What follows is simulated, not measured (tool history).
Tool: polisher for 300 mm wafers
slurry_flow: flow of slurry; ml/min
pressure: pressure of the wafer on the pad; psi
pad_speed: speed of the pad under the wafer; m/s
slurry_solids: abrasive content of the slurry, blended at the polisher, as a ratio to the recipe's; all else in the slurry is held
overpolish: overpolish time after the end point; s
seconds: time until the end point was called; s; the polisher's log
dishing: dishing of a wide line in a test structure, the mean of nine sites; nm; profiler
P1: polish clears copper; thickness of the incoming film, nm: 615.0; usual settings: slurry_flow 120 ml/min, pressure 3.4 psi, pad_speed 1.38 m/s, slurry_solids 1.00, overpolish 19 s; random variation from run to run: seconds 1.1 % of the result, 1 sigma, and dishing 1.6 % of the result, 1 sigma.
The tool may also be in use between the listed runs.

run,hour,slurry_flow,pressure,pad_speed,slurry_solids,overpolish,wafers polished on this pad,hours since the slurry nozzle was cleaned,hours since the head pressure was calibrated,hours since the slurry blender was calibrated,seconds,dishing
1,11.4,120,3.4,1.38,1.00,19,927,303.0,539.0,133.5,108.530,56.140
2,22.3,120,3.4,1.38,1.00,19,1024,313.9,549.9,144.4,108.470,58.689
3,34.4,120,3.4,1.38,0.70,19,1131,326.0,562.0,156.5,119.120,54.551
4,41.2,120,3.4,1.38,1.00,19,1192,332.8,568.8,163.3,111.030,57.022
5,51.0,120,3.4,1.38,1.00,28,1279,342.6,578.6,173.1,109.650,72.469
6,63.8,120,4.3,1.38,1.00,19,1392,355.4,591.4,185.9,85.305,67.924
7,70.1,120,3.4,1.38,1.25,19,1448,361.7,597.7,192.2,104.840,58.703
8,76.7,120,3.4,1.38,1.35,36,1507,368.3,604.3,198.8,101.780,81.019
9,83.1,120,4.6,0.80,1.00,19,1564,374.7,610.7,205.2,140.560,50.915
10,91.7,120,3.4,2.18,1.00,19,1640,383.3,619.3,213.8,70.999,72.118
11,97.8,180,3.4,1.38,1.00,19,1694,389.4,625.4,219.9,100.460,59.719
12,106.9,70,3.4,1.38,1.00,19,1775,398.5,634.5,229.0,128.730,51.546
13,114.0,120,3.4,0.64,1.00,19,1838,405.6,641.6,236.1,238.590,32.999
14,124.3,120,3.4,1.38,1.00,19,1930,415.9,651.9,246.4,109.920,56.255
15,132.9,120,3.4,1.38,1.00,19,2006,424.5,660.5,255.0,109.360,56.038
# hour 134.3: worn pad replaced by a new one
16,141.3,120,3.4,1.38,1.00,6,62,432.9,668.9,263.4,110.610,24.155
17,154.6,120,3.4,1.38,1.00,19,180,446.2,682.2,276.7,107.670,55.944
# hour 156.8: slurry nozzle cleaned
# hour 162.7: slurry blender recalibrated
18,162.9,120,3.4,1.38,1.00,19,254,6.1,690.5,0.2,110.050,57.938

Run 19 comes next. What will it give?
19,176.6,120,1.8,1.38,1.00,19,376,19.8,704.2,13.9,?,?

Run 19 gave seconds 206.110 s, dishing 34.279 nm.
